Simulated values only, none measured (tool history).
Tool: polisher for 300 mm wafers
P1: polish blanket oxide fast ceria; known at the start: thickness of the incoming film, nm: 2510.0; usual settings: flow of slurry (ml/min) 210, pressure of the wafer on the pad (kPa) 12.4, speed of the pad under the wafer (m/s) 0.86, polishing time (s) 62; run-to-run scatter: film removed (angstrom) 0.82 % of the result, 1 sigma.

run,hour,flow of slurry (ml/min),pressure of the wafer on the pad (kPa),speed of the pad under the wafer (m/s),polishing time (s),wafers polished on this pad,hours since the slurry nozzle was cleaned,hours since the head pressure was calibrated,film removed (angstrom)
1,3.6,210,12.4,0.86,62,519,51.5,170.2,4535.3
2,7.7,210,9.0,1.20,62,566,55.6,174.3,4567.6
3,11.2,210,16.5,0.86,95,607,59.1,177.8,9044.0
4,17.4,210,12.4,1.10,62,679,65.3,184.0,5735.4
5,23.8,210,12.4,0.86,62,753,71.7,190.4,4444.8
6,29.7,125,12.4,0.86,62,821,77.6,196.3,4141.1
7,34.7,210,12.4,0.86,62,879,82.6,201.3,4500.7
8,37.4,315,12.4,0.86,62,910,85.3,204.0,4644.1
9,42.4,210,12.4,0.86,86,968,90.3,209.0,6152.7
10,46.9,210,17.9,0.86,62,1021,94.8,213.5,6440.3
11,50.9,210,12.4,0.48,62,1067,98.8,217.5,2468.8
# hour 53.3: head pressure recalibrated
12,54.0,210,12.4,0.86,62,1103,101.9,0.7,4554.0
13,56.9,210,12.4,0.86,31,1136,104.8,3.6,2228.9
14,61.3,210,6.2,0.86,62,1187,109.2,8.0,2242.8
15,67.6,210,9.7,0.86,85,1260,115.5,14.3,4818.9
16,72.9,210,12.4,0.86,62,1322,120.8,19.6,4448.2
17,77.8,210,12.4,0.86,62,1378,125.7,24.5,4299.2
18,81.9,210,12.4,0.86,62,1426,129.8,28.6,4278.6
19,86.2,210,12.4,0.86,62,1476,134.1,32.9,4176.8
20,89.4,210,12.4,0.86,62,1513,137.3,36.1,4246.9
# hour 92.4: head pressure recalibrated
21,95.8,210,12.4,0.86,62,1587,143.7,3.5,4160.0
22,99.5,210,12.4,0.86,62,1630,147.4,7.2,4177.6
23,104.0,210,12.4,0.86,62,1682,151.9,11.7,4144.9

What P1 gives has crept away from where it was. These 2 causes fit the log equally well, each at the size given:
A: removal rate lost through wear of the pad, % = 7.58
B: slurry flow missing at the pad, % = 39
The creep began at about hour 72.9.
Why every other cause is out:
head's pressure below its setpoint, %: serviced at hour 92.4, which brought nothing back

4 check runs are offered, each on 2 wafers whose results are averaged, their results left as question marks. Which one tells the causes apart?
check 1,108.5,210,12.4,0.52,62,,,,?
check 2,108.5,210,6.9,0.86,62,,,,?
check 3,108.5,210,15.2,0.86,62,,,,?
check 4,108.5,125,12.4,1.08,62,,,,?

What each check would give under each cause:
check,result,if A,if B
check 1,film removed (angstrom),2506.3,2506.3
check 2,film removed (angstrom),2302.8,2302.8
check 3,film removed (angstrom),5066.2,5066.2
check 4,film removed (angstrom),4787.2,4566.9
How far apart the two closest causes lie, in the result that separates them most: check 1 0 %; check 2 0 %; check 3 0 %; check 4 4.71 %
Check 4 tells the causes apart: in the others they would give nearly the same result.

Check 4 was then run and gave: film removed (angstrom) 4590.9. Which cause is it?

It is B: slurry flow missing at the pad, %.
